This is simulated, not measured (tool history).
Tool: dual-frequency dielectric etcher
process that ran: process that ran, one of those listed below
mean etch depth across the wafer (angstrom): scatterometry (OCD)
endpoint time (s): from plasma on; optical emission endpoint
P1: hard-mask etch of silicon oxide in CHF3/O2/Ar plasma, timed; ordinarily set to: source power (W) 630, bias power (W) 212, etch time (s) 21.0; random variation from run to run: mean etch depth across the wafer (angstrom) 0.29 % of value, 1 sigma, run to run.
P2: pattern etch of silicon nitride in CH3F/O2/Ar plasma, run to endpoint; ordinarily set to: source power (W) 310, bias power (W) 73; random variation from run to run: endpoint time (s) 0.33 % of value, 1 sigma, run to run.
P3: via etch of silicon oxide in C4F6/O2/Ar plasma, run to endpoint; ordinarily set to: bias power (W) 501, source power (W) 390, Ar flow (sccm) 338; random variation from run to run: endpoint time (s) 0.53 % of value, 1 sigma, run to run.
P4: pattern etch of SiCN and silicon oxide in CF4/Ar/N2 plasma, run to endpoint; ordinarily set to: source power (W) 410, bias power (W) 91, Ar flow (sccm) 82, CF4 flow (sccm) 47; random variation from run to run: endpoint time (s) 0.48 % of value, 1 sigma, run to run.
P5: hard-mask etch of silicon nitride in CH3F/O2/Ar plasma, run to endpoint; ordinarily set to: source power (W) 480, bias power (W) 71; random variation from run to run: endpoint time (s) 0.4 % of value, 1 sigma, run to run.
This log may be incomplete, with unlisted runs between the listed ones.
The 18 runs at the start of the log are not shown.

run	hour	process that ran	source power (W)	bias power (W)	etch time (s)	Ar flow (sccm)	CF4 flow (sccm)	hours since the last wet clean	hours since the last source power generator calibration	hours since the last bias power generator calibration	mean etch depth across the wafer (angstrom)	endpoint time (s)
19	179.5	P1	630	212	21.0			511.3	1768.9	1499.8	452.39	
20	190.0	P4	410	110		82	47	521.8	1779.4	1510.3		19.159
21	197.1	P3	390	501		338		528.9	1786.5	1517.4		16.556
22	208.1	P2	310	73				539.9	1797.5	1528.4		97.406
23	215.7	P1	890	212	21.0			547.5	1805.1	1536.0	516.65	
24	225.4	P1	630	160	21.0			557.2	1814.8	1545.7	410.83	
# hour 236.3: bias power generator calibrated
25	237.3	P1	630	212	28.5			569.1	1826.7	1.1	612.84	
26	247.3	P4	410	91		82	47	579.1	1836.7	11.1		20.351
27	260.8	P3	230	501		338		592.6	1850.2	24.6		20.188

For run 28, what comes out?
28	269.3	P2	220	73				601.1	1858.7	33.1		?

{"run 28": {"endpoint time (s)": 110.66}}
